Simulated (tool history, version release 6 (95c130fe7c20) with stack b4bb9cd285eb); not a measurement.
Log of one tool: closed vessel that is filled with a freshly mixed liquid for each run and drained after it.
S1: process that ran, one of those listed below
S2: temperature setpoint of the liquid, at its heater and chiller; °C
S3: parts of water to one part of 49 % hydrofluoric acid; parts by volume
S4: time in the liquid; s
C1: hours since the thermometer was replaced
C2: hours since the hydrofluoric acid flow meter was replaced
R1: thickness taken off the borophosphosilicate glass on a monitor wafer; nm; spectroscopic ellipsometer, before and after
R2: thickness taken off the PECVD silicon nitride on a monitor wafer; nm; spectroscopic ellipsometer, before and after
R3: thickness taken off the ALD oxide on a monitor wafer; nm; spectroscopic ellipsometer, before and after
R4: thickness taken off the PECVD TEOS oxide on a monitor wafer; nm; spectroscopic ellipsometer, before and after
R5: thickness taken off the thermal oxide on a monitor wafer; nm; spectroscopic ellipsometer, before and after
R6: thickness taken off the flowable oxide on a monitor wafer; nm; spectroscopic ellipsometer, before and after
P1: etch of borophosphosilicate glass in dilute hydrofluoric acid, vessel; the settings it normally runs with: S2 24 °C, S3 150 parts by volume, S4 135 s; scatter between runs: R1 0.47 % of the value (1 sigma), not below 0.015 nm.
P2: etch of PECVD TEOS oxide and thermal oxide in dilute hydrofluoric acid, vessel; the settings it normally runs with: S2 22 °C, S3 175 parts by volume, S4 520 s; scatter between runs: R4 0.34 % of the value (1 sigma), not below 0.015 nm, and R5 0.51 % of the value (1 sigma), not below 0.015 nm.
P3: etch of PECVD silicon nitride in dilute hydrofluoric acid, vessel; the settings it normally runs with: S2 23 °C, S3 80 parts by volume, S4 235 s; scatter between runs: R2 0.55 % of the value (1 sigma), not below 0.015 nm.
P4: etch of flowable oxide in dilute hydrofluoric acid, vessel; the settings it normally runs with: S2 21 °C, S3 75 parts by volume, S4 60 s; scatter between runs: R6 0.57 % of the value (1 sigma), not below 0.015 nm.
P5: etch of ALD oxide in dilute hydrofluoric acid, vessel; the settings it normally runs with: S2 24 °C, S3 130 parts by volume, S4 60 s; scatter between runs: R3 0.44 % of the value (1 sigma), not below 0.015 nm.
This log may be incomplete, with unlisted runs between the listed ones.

| run | hour | S1 | S2 | S3 | S4 | C1 | C2 | R1 | R2 | R3 | R4 | R5 | R6 |
|---|---|---|---|---|---|---|---|---|---|---|---|---|---|
| 1 | 10.5 | P1 | 24 | 150 | 135 | 816.2 | 468.9 | 26.327 |  |  |  |  |  |
| 2 | 20 | P1 | 19 | 150 | 135 | 825.7 | 478.4 | 21.595 |  |  |  |  |  |
| 3 | 35 | P1 | 17 | 265 | 135 | 840.7 | 493.4 | 10.101 |  |  |  |  |  |
| 4 | 50.4 | P3 | 23 | 80 | 235 | 856.1 | 508.8 |  | 7.832 |  |  |  |  |
| 5 | 62.8 | P5 | 24 | 200 | 60 | 868.5 | 521.2 |  |  | 8.1034 |  |  |  |
| 6 | 74.7 | P2 | 22 | 175 | 520 | 880.4 | 533.1 |  |  |  | 42.503 | 11.693 |  |
| 7 | 86.5 | P5 | 32 | 130 | 60 | 892.2 | 544.9 |  |  | 18.346 |  |  |  |
| 8 | 101.8 | P2 | 17 | 175 | 520 | 907.5 | 560.2 |  |  |  | 34.86 | 9.4855 |  |
| 9 | 115.7 | P2 | 22 | 175 | 225 | 921.4 | 574.1 |  |  |  | 18.343 | 4.995 |  |
| 10 | 130.5 | P1 | 24 | 150 | 200 | 936.2 | 588.9 | 38.656 |  |  |  |  |  |
| 11 | 141.2 | P1 | 24 | 150 | 135 | 946.9 | 599.6 | 26.041 |  |  |  |  |  |
| 12 | 150.5 | P1 | 30 | 150 | 135 | 956.2 | 608.9 | 32.452 |  |  |  |  |  |
| 13 | 160.8 | P4 | 17 | 75 | 60 | 966.5 | 619.2 |  |  |  |  |  | 34.902 |
| 14 | 170.3 | P5 | 24 | 130 | 60 | 976 | 628.7 |  |  | 13.53 |  |  |  |
| 15 | 180.8 | P4 | 21 | 75 | 60 | 986.5 | 639.2 |  |  |  |  |  | 41.262 |
| 16 | 195.6 | P1 | 24 | 150 | 135 | 1001.3 | 654 | 26.204 |  |  |  |  |  |
| 17 | 204 | P4 | 21 | 75 | 60 | 1009.7 | 662.4 |  |  |  |  |  | 41.799 |
| 18 | 215.1 | P2 | 22 | 175 | 520 | 1020.8 | 673.5 |  |  |  | 42.549 | 11.724 |  |
| 19 | 229.4 | P1 | 24 | 150 | 65 | 1035.1 | 687.8 | 12.5 |  |  |  |  |  |
| 20 | 245.1 | P1 | 24 | 95 | 135 | 1050.8 | 703.5 | 44.133 |  |  |  |  |  |
| 21 | 257.1 | P1 | 19 | 30 | 135 | 1062.8 | 715.5 | 122.32 |  |  |  |  |  |
| 22 | 270.3 | P3 | 23 | 80 | 385 | 1076 | 728.7 |  | 12.951 |  |  |  |  |
| 23 | 281.9 | P4 | 21 | 75 | 35 | 1087.6 | 740.3 |  |  |  |  |  | 24.431 |
| 24 | 289.7 | P5 | 24 | 130 | 60 | 1095.4 | 748.1 |  |  | 13.657 |  |  |  |
| 25 | 302.9 | P2 | 22 | 300 | 520 | 1108.6 | 761.3 |  |  |  | 22.083 | 5.9841 |  |
| 26 | 314.4 | P3 | 29.5 | 80 | 235 | 1120.1 | 772.8 |  | 12.144 |  |  |  |  |
| 27 | 327.5 | P5 | 24 | 130 | 100 | 1133.2 | 785.9 |  |  | 22.44 |  |  |  |
| 28 | 337.8 | P4 | 21 | 140 | 60 | 1143.5 | 796.2 |  |  |  |  |  | 20.663 |
| 29 | 350.5 | P3 | 23 | 45 | 235 | 1156.2 | 808.9 |  | 13.863 |  |  |  |  |
| 30 | 361.1 | P1 | 24 | 150 | 135 | 1166.8 | 819.5 | 26.163 |  |  |  |  |  |
| 31 | 371.9 | P3 | 23 | 80 | 235 | 1177.6 | 830.3 |  | 7.9431 |  |  |  |  |
| 32 | 379.3 | P1 | 24 | 260 | 135 | 1185 | 837.7 | 13.428 |  |  |  |  |  |
| 33 | 393.5 | P1 | 24 | 150 | 135 | 1199.2 | 851.9 | 26.237 |  |  |  |  |  |
| 34 | 409.5 | P1 | 24 | 150 | 135 | 1215.2 | 867.9 | 25.378 |  |  |  |  |  |
| 35 | 416.4 | P1 | 24 | 150 | 135 | 1222.1 | 874.8 | 25.36 |  |  |  |  |  |
| 36 | 425.2 | P1 | 24 | 150 | 135 | 1230.9 | 883.6 | 25.092 |  |  |  |  |  |

Expected results for the next run?
| 37 | 435.5 | P1 | 24 | 150 | 135 | 1241.2 | 893.9 | ? |  |  |  |  |  |

Run 37 gave R1 24.752 nm.
